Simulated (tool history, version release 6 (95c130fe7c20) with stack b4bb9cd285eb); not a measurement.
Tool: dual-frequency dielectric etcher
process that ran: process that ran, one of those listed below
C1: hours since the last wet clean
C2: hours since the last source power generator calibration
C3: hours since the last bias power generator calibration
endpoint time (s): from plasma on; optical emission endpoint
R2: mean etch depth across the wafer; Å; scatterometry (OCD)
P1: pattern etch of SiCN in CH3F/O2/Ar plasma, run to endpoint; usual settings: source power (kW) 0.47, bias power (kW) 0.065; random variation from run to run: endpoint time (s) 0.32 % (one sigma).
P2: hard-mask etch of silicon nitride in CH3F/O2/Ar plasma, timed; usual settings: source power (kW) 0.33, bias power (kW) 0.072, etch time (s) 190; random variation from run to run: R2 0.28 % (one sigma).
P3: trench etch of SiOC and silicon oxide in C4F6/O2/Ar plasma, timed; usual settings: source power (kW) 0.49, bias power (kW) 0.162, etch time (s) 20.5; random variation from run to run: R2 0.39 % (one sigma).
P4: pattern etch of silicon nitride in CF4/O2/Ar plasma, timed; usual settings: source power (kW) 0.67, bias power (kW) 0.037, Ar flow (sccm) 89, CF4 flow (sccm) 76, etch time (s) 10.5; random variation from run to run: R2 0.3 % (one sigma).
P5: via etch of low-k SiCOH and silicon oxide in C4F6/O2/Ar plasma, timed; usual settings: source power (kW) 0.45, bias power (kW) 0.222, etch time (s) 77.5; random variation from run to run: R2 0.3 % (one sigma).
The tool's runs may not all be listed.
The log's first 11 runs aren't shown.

{"run": 12, "hour": 146.8, "process that ran": "P4", "source power (kW)": 0.67, "bias power (kW)": 0.048, "etch time (s)": 10.5, "Ar flow (sccm)": 89, "CF4 flow (sccm)": 76, "C1": 532.5, "C2": 1351, "C3": 662.7, "R2": 248.33}
{"run": 13, "hour": 158.6, "process that ran": "P1", "source power (kW)": 0.29, "bias power (kW)": 0.065, "C1": 544.3, "C2": 1362.8, "C3": 674.5, "endpoint time (s)": 36.135}
{"run": 14, "hour": 173.1, "process that ran": "P2", "source power (kW)": 0.33, "bias power (kW)": 0.072, "etch time (s)": 190, "C1": 558.8, "C2": 1377.3, "C3": 689, "R2": 1272.8}
{"run": 15, "hour": 185.5, "process that ran": "P2", "source power (kW)": 0.33, "bias power (kW)": 0.072, "etch time (s)": 278, "C1": 571.2, "C2": 1389.7, "C3": 701.4, "R2": 1841.4}
{"run": 16, "hour": 196.6, "process that ran": "P1", "source power (kW)": 0.47, "bias power (kW)": 0.065, "C1": 582.3, "C2": 1400.8, "C3": 712.5, "endpoint time (s)": 30.074}
{"run": 17, "hour": 212.9, "process that ran": "P1", "source power (kW)": 0.47, "bias power (kW)": 0.065, "C1": 598.6, "C2": 1417.1, "C3": 728.8, "endpoint time (s)": 29.988}
{"run": 18, "hour": 229.5, "process that ran": "P5", "source power (kW)": 0.33, "bias power (kW)": 0.222, "etch time (s)": 77.5, "C1": 615.2, "C2": 1433.7, "C3": 745.4, "R2": 2119.6}
{"run": 19, "hour": 244.3, "process that ran": "P1", "source power (kW)": 0.47, "bias power (kW)": 0.043, "C1": 630, "C2": 1448.5, "C3": 760.2, "endpoint time (s)": 34.431}
{"run": 20, "hour": 258.5, "process that ran": "P4", "source power (kW)": 0.51, "bias power (kW)": 0.037, "etch time (s)": 10.5, "Ar flow (sccm)": 89, "CF4 flow (sccm)": 76, "C1": 644.2, "C2": 1462.7, "C3": 774.4, "R2": 177.54}
{"run": 21, "hour": 267.1, "process that ran": "P1", "source power (kW)": 0.47, "bias power (kW)": 0.089, "C1": 652.8, "C2": 1471.3, "C3": 783, "endpoint time (s)": 26.988}
{"run": 22, "hour": 277.3, "process that ran": "P1", "source power (kW)": 0.63, "bias power (kW)": 0.065, "C1": 663, "C2": 1481.5, "C3": 793.2, "endpoint time (s)": 26.912}
{"run": 23, "hour": 289.3, "process that ran": "P5", "source power (kW)": 0.45, "bias power (kW)": 0.222, "etch time (s)": 77.5, "C1": 675, "C2": 1493.5, "C3": 805.2, "R2": 2398.6}
{"run": 24, "hour": 299.1, "process that ran": "P3", "source power (kW)": 0.49, "bias power (kW)": 0.222, "etch time (s)": 20.5, "C1": 684.8, "C2": 1503.3, "C3": 815, "R2": 463.85}
{"run": 25, "hour": 313.5, "process that ran": "P3", "source power (kW)": 0.33, "bias power (kW)": 0.162, "etch time (s)": 20.5, "C1": 699.2, "C2": 1517.7, "C3": 829.4, "R2": 359.26}
{"run": 26, "hour": 331.8, "process that ran": "P1", "source power (kW)": 0.47, "bias power (kW)": 0.065, "C1": 717.5, "C2": 1536, "C3": 847.7, "endpoint time (s)": 30.129}

Forecast run 27:
{"run": 27, "hour": 349.8, "process that ran": "P1", "source power (kW)": 0.58, "bias power (kW)": 0.083, "C1": 735.5, "C2": 1554, "C3": 865.7, "endpoint time (s)": "?"}

{"run 27": {"endpoint time (s)": 25.503}}
